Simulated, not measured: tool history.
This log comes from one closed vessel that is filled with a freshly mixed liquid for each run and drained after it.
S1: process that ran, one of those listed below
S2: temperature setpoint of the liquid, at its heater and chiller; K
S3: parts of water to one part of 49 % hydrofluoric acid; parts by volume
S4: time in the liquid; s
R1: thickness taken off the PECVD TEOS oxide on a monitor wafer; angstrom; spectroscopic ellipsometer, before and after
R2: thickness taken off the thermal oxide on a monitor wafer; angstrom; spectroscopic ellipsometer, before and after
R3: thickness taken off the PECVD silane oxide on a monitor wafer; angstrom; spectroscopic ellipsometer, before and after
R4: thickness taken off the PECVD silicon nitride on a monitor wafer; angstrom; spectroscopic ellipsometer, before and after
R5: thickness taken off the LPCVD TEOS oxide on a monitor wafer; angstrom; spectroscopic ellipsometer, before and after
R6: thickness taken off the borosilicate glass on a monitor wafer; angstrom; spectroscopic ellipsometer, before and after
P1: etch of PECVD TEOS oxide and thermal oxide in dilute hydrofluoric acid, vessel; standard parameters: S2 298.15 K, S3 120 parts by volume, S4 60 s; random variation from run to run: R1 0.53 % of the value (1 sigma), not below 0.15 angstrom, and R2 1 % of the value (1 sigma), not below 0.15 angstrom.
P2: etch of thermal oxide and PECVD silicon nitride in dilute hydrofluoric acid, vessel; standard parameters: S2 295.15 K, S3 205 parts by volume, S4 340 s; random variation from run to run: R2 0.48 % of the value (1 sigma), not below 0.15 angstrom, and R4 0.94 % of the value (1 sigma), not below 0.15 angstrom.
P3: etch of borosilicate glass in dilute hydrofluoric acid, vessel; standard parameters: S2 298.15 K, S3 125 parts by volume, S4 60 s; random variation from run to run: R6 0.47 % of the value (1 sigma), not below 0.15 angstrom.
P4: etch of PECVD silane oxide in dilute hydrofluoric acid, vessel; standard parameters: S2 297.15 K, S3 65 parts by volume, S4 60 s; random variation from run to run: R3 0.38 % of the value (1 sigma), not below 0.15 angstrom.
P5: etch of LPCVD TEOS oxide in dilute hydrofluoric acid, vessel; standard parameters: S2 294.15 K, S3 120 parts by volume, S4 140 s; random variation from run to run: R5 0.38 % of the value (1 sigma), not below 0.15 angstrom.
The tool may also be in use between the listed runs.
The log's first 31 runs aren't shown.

run,hour,S1,S2,S3,S4,R1,R2,R3,R4,R5,R6
32,366.9,P3,298.15,125,60,,,,,,236.34
33,376.1,P2,295.15,205,340,,59.6290,,24.9500,,
34,390.8,P1,298.15,120,60,147.000,23.6280,,,,
35,402.3,P1,298.15,120,60,150.250,24.2730,,,,
36,417.8,P1,298.15,120,60,155.120,24.5880,,,,
37,429.0,P1,298.15,120,60,156.530,25.2990,,,,
38,439.2,P1,298.15,120,60,158.530,25.4530,,,,
39,446.6,P1,298.15,120,60,159.530,25.1990,,,,
40,460.9,P1,298.15,120,60,159.570,25.0940,,,,
41,473.9,P1,298.15,120,60,159.920,25.9780,,,,

Run 42, settings as shown, results not yet in. Your forecast:
42,482.6,P1,298.15,120,60,?,?,,,,

Run 42 produced R1 160.710 angstrom, R2 25.4670 angstrom.
